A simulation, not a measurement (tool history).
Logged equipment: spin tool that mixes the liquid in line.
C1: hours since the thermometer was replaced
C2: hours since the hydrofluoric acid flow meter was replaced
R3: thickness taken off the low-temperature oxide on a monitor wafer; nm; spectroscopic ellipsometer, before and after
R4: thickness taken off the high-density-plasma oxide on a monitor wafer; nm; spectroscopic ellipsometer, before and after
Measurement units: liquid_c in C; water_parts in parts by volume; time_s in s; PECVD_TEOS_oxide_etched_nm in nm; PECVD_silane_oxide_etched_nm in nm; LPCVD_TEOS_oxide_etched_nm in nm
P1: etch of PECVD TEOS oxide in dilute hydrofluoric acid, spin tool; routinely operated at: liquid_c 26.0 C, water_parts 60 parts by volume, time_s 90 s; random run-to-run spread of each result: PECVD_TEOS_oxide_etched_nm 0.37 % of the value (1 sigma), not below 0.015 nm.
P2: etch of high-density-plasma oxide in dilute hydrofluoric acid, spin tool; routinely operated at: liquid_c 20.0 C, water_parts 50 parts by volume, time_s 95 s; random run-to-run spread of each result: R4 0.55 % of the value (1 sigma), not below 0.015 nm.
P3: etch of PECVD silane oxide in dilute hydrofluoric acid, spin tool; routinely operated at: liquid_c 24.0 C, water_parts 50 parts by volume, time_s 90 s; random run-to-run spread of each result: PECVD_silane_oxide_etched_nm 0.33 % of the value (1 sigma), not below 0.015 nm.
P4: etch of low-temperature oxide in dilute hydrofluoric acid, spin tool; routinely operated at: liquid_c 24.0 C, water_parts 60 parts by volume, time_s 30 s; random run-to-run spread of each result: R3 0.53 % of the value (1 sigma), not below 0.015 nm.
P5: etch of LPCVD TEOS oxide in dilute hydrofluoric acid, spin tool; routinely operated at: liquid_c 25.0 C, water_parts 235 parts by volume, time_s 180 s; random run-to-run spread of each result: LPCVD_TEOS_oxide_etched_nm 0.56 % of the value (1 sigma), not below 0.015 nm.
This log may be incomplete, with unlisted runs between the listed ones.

run 1 hour=9.5 | process=P1 liquid_c=26.0 water_parts=60 time_s=90 | C1=1939.7 C2=475.7 | PECVD_TEOS_oxide_etched_nm=19.3810
run 2 hour=22.8 | process=P3 liquid_c=32.0 water_parts=50 time_s=90 | C1=1953.0 C2=489.0 | PECVD_silane_oxide_etched_nm=78.555
run 3 hour=35.1 | process=P4 liquid_c=24.0 water_parts=60 time_s=30 | C1=1965.3 C2=501.3 | R3=16.890
run 4 hour=42.8 | process=P4 liquid_c=24.0 water_parts=20 time_s=30 | C1=1973.0 C2=509.0 | R3=53.185
run 5 hour=54.7 | process=P1 liquid_c=26.0 water_parts=60 time_s=90 | C1=1984.9 C2=520.9 | PECVD_TEOS_oxide_etched_nm=19.3850
run 6 hour=61.8 | process=P2 liquid_c=20.0 water_parts=50 time_s=15 | C1=1992.0 C2=528.0 | R4=1.3722
run 7 hour=68.5 | process=P4 liquid_c=24.0 water_parts=60 time_s=30 | C1=1998.7 C2=534.7 | R3=16.858
run 8 hour=81.4 | process=P1 liquid_c=26.0 water_parts=60 time_s=90 | C1=2011.6 C2=547.6 | PECVD_TEOS_oxide_etched_nm=19.2280
run 9 hour=88.2 | process=P2 liquid_c=20.0 water_parts=50 time_s=95 | C1=2018.4 C2=554.4 | R4=8.8106
run 10 hour=95.4 | process=P1 liquid_c=26.0 water_parts=110 time_s=90 | C1=2025.6 C2=561.6 | PECVD_TEOS_oxide_etched_nm=9.9363
run 11 hour=103.3 | process=P3 liquid_c=24.0 water_parts=50 time_s=35 | C1=2033.5 C2=569.5 | PECVD_silane_oxide_etched_nm=22.391
run 12 hour=113.4 | process=P1 liquid_c=26.0 water_parts=60 time_s=170 | C1=2043.6 C2=579.6 | PECVD_TEOS_oxide_etched_nm=36.2870
run 13 hour=121.1 | process=P1 liquid_c=26.0 water_parts=60 time_s=15 | C1=2051.3 C2=587.3 | PECVD_TEOS_oxide_etched_nm=3.2191
run 14 hour=127.1 | process=P3 liquid_c=24.0 water_parts=25 time_s=90 | C1=2057.3 C2=593.3 | PECVD_silane_oxide_etched_nm=118.730
run 15 hour=137.4 | process=P1 liquid_c=26.0 water_parts=35 time_s=90 | C1=2067.6 C2=603.6 | PECVD_TEOS_oxide_etched_nm=34.4650
run 16 hour=150.9 | process=P2 liquid_c=20.0 water_parts=50 time_s=95 | C1=2081.1 C2=617.1 | R4=8.7986
run 17 hour=163.6 | process=P1 liquid_c=19.5 water_parts=60 time_s=90 | C1=2093.8 C2=629.8 | PECVD_TEOS_oxide_etched_nm=14.8760
run 18 hour=174.6 | process=P1 liquid_c=26.0 water_parts=60 time_s=90 | C1=2104.8 C2=640.8 | PECVD_TEOS_oxide_etched_nm=19.3370
run 19 hour=183.2 | process=P1 liquid_c=30.5 water_parts=60 time_s=90 | C1=2113.4 C2=649.4 | PECVD_TEOS_oxide_etched_nm=22.9370
run 20 hour=190.1 | process=P5 liquid_c=25.0 water_parts=235 time_s=180 | C1=2120.3 C2=656.3 | LPCVD_TEOS_oxide_etched_nm=11.4910
run 21 hour=200.2 | process=P3 liquid_c=24.0 water_parts=50 time_s=90 | C1=2130.4 C2=666.4 | PECVD_silane_oxide_etched_nm=57.122
run 22 hour=206.4 | process=P5 liquid_c=19.0 water_parts=235 time_s=180 | C1=2136.6 C2=672.6 | LPCVD_TEOS_oxide_etched_nm=9.2909
run 23 hour=215.5 | process=P3 liquid_c=24.0 water_parts=50 time_s=90 | C1=2145.7 C2=681.7 | PECVD_silane_oxide_etched_nm=57.566
run 24 hour=222.2 | process=P2 liquid_c=20.0 water_parts=85 time_s=95 | C1=2152.4 C2=688.4 | R4=4.9486
run 25 hour=235.2 | process=P2 liquid_c=26.5 water_parts=50 time_s=95 | C1=2165.4 C2=701.4 | R4=11.5610
run 26 hour=248.0 | process=P4 liquid_c=24.0 water_parts=60 time_s=65 | C1=2178.2 C2=714.2 | R3=36.595
run 27 hour=254.3 | process=P1 liquid_c=26.0 water_parts=60 time_s=90 | C1=2184.5 C2=720.5 | PECVD_TEOS_oxide_etched_nm=19.3260
run 28 hour=264.8 | process=P1 liquid_c=21.0 water_parts=20 time_s=90 | C1=2195.0 C2=731.0 | PECVD_TEOS_oxide_etched_nm=49.2600
run 29 hour=272.5 | process=P5 liquid_c=25.0 water_parts=235 time_s=65 | C1=2202.7 C2=738.7 | LPCVD_TEOS_oxide_etched_nm=4.1218
run 30 hour=279.9 | process=P4 liquid_c=28.5 water_parts=60 time_s=30 | C1=2210.1 C2=746.1 | R3=20.188
run 31 hour=289.5 | process=P5 liquid_c=25.0 water_parts=380 time_s=180 | C1=2219.7 C2=755.7 | LPCVD_TEOS_oxide_etched_nm=6.0397
run 32 hour=296.0 | process=P1 liquid_c=26.0 water_parts=60 time_s=90 | C1=2226.2 C2=762.2 | PECVD_TEOS_oxide_etched_nm=19.3530
run 33 hour=304.4 | process=P1 liquid_c=26.0 water_parts=60 time_s=90 | C1=2234.6 C2=770.6 | PECVD_TEOS_oxide_etched_nm=19.2890
run 34 hour=312.2 | process=P1 liquid_c=26.0 water_parts=60 time_s=90 | C1=2242.4 C2=778.4 | PECVD_TEOS_oxide_etched_nm=18.6280
run 35 hour=321.7 | process=P1 liquid_c=26.0 water_parts=60 time_s=90 | C1=2251.9 C2=787.9 | PECVD_TEOS_oxide_etched_nm=18.0650
run 36 hour=331.0 | process=P1 liquid_c=26.0 water_parts=60 time_s=90 | C1=2261.2 C2=797.2 | PECVD_TEOS_oxide_etched_nm=17.9150
run 37 hour=338.6 | process=P1 liquid_c=26.0 water_parts=60 time_s=90 | C1=2268.8 C2=804.8 | PECVD_TEOS_oxide_etched_nm=17.6910
run 38 hour=348.9 | process=P1 liquid_c=26.0 water_parts=60 time_s=90 | C1=2279.1 C2=815.1 | PECVD_TEOS_oxide_etched_nm=17.5900
run 39 hour=359.0 | process=P1 liquid_c=26.0 water_parts=60 time_s=90 | C1=2289.2 C2=825.2 | PECVD_TEOS_oxide_etched_nm=17.5730
run 40 hour=368.6 | process=P1 liquid_c=26.0 water_parts=60 time_s=90 | C1=2298.8 C2=834.8 | PECVD_TEOS_oxide_etched_nm=17.5320

What P1 gives has crept away from where it was. These 2 causes fit the log equally well, each at the size given:
A: liquid colder than its thermometer reads (K) = 2.34
B: hydrofluoric acid flow below the setpoint (%) = 8.33
The creep began at about hour 304.4.

You are offered 4 check runs, listed below with question marks in place of their results; each one averages 2 wafers. Which run separates the listed causes by giving clearly different results for each?
run check 1 hour=378.2 | process=P3 liquid_c=31.5 water_parts=50 time_s=35 | PECVD_silane_oxide_etched_nm=?
run check 2 hour=378.2 | process=P2 liquid_c=20.0 water_parts=80 time_s=95 | R4=?
run check 3 hour=378.2 | process=P4 liquid_c=24.0 water_parts=30 time_s=60 | R3=?
run check 4 hour=378.2 | process=P5 liquid_c=25.0 water_parts=335 time_s=180 | LPCVD_TEOS_oxide_etched_nm=?

Expected result of each check under each candidate cause:
check=check_1 result=PECVD_silane_oxide_etched_nm if_A=27.378 if_B=27.308
check=check_2 result=R4 if_A=4.8311 if_B=4.8459
check=check_3 result=R3 if_A=63.617 if_B=64.127
check=check_4 result=LPCVD_TEOS_oxide_etched_nm if_A=6.6839 if_B=6.4471
Smallest distance between any two causes, each pair judged by its most separating result, in per cent: check 1 0.25 %; check 2 0.31 %; check 3 0.8 %; check 4 3.61 %
Of the check runs offered, only check 4 discriminates between the causes; the rest would read about the same regardless of which cause applies.

Check 4 was then run and gave: LPCVD_TEOS_oxide_etched_nm 6.6642 nm. Which cause is it?

The cause is A: liquid colder than its thermometer reads (K).

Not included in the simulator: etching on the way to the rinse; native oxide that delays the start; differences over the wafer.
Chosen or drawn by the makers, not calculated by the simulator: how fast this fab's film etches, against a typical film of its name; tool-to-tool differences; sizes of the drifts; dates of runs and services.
